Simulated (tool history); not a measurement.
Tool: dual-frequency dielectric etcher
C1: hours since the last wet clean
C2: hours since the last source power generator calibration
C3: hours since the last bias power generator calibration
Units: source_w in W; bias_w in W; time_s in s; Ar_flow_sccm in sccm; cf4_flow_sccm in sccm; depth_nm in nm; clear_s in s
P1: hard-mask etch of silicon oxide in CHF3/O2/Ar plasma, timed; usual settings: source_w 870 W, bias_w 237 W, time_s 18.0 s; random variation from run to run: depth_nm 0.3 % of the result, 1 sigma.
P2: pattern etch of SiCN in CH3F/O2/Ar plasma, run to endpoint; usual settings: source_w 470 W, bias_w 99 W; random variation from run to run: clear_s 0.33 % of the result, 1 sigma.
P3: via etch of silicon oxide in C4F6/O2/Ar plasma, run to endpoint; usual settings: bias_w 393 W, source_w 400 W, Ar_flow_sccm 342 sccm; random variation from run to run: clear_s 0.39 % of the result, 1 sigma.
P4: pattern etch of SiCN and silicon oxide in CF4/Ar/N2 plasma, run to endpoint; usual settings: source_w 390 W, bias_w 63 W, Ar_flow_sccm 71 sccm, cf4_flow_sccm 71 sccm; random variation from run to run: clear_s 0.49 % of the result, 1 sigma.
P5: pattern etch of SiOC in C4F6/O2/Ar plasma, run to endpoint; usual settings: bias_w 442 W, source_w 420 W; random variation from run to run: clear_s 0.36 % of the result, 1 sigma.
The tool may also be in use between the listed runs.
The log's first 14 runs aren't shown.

run 15 hour=179.7 | process=P1 source_w=510 bias_w=237 time_s=18.0 | C1=419.0 C2=439.8 C3=1421.9 | depth_nm=36.288
run 16 hour=189.6 | process=P1 source_w=870 bias_w=237 time_s=26.0 | C1=428.9 C2=449.7 C3=1431.8 | depth_nm=64.366
run 17 hour=203.5 | process=P1 source_w=870 bias_w=237 time_s=11.0 | C1=442.8 C2=463.6 C3=1445.7 | depth_nm=27.024
run 18 hour=216.0 | process=P1 source_w=870 bias_w=312 time_s=18.0 | C1=455.3 C2=476.1 C3=1458.2 | depth_nm=48.973
run 19 hour=223.0 | process=P4 source_w=520 bias_w=63 Ar_flow_sccm=71 cf4_flow_sccm=71 | C1=462.3 C2=483.1 C3=1465.2 | clear_s=16.2870
run 20 hour=234.7 | process=P5 source_w=420 bias_w=442 | C1=474.0 C2=494.8 C3=1476.9 | clear_s=9.6061
run 21 hour=247.4 | process=P2 source_w=570 bias_w=99 | C1=486.7 C2=507.5 C3=1489.6 | clear_s=24.0390
run 22 hour=254.5 | process=P1 source_w=870 bias_w=155 time_s=18.0 | C1=493.8 C2=514.6 C3=1496.7 | depth_nm=38.614
run 23 hour=262.8 | process=P1 source_w=1110 bias_w=183 time_s=18.0 | C1=502.1 C2=522.9 C3=1505.0 | depth_nm=44.592
run 24 hour=270.7 | process=P3 source_w=400 bias_w=393 Ar_flow_sccm=262 | C1=510.0 C2=530.8 C3=1512.9 | clear_s=20.5160
run 25 hour=285.9 | process=P2 source_w=470 bias_w=99 | C1=525.2 C2=546.0 C3=1528.1 | clear_s=25.7420
run 26 hour=295.2 | process=P1 source_w=1100 bias_w=237 time_s=18.0 | C1=534.5 C2=555.3 C3=1537.4 | depth_nm=48.571
run 27 hour=302.3 | process=P4 source_w=390 bias_w=63 Ar_flow_sccm=71 cf4_flow_sccm=71 | C1=541.6 C2=562.4 C3=1544.5 | clear_s=20.9850
run 28 hour=312.9 | process=P1 source_w=710 bias_w=237 time_s=10.5 | C1=552.2 C2=573.0 C3=1555.1 | depth_nm=23.927
run 29 hour=322.7 | process=P1 source_w=870 bias_w=237 time_s=18.0 | C1=562.0 C2=582.8 C3=1564.9 | depth_nm=44.579
run 30 hour=335.0 | process=P1 source_w=870 bias_w=237 time_s=18.0 | C1=574.3 C2=595.1 C3=1577.2 | depth_nm=44.098

Forecast run 31:
run 31 hour=347.6 | process=P1 source_w=870 bias_w=237 time_s=18.0 | C1=586.9 C2=607.7 C3=1589.8 | depth_nm=?

Run 31 gave depth_nm 44.071 nm.
